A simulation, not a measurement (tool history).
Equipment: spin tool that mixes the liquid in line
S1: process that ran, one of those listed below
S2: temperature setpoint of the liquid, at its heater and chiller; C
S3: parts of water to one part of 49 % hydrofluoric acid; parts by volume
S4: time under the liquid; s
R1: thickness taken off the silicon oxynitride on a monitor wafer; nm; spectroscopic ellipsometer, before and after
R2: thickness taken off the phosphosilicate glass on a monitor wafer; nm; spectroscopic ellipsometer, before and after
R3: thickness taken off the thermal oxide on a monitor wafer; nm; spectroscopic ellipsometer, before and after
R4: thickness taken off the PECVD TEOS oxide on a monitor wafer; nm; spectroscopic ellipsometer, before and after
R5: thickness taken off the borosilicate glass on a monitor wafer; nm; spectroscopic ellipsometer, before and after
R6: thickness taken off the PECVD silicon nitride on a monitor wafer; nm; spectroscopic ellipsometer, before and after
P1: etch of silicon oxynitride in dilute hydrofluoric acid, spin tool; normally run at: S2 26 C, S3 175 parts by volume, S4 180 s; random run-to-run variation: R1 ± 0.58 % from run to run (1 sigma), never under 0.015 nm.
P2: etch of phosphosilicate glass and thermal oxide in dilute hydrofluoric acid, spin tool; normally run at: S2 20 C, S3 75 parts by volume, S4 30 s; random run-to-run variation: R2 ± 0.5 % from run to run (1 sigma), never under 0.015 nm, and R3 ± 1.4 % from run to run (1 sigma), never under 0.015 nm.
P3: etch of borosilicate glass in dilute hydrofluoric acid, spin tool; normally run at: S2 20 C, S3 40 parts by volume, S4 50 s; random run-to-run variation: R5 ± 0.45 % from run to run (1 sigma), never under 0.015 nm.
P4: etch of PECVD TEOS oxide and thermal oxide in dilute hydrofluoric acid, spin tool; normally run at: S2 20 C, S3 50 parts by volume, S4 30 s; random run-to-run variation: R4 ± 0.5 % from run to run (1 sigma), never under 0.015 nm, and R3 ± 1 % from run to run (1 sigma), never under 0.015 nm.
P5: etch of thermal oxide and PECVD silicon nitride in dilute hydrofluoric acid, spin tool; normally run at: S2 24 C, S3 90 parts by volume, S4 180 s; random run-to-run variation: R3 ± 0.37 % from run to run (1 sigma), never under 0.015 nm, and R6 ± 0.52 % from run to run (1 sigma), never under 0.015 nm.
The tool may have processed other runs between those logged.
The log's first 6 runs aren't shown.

run,hour,S1,S2,S3,S4,R1,R2,R3,R4,R5,R6
7,59.1,P1,26,175,180,5.0519,,,,,
8,65.3,P1,32.5,175,180,6.6358,,,,,
9,71.8,P3,20,40,80,,,,,42.642,
10,79.5,P4,20,50,30,,,2.736,12.662,,
11,88.6,P5,24,90,275,,,14.467,,,13.259
12,100.2,P2,20,75,30,,21.063,1.4992,,,
13,109.9,P4,25,50,30,,,3.4261,15.321,,
14,119.4,P3,20,60,50,,,,,17.522,
15,125.4,P2,20,75,30,,21.151,1.6061,,,
16,133.7,P4,20,80,30,,,1.668,7.5878,,
17,145.5,P1,19,175,180,3.6187,,,,,
18,152.6,P1,26,175,65,1.7937,,,,,
19,161.3,P1,26,175,180,5.0511,,,,,

What does the tool deliver on the next run?
20,169.6,P1,26,175,180,?,,,,,

R1: 5.0247 nm

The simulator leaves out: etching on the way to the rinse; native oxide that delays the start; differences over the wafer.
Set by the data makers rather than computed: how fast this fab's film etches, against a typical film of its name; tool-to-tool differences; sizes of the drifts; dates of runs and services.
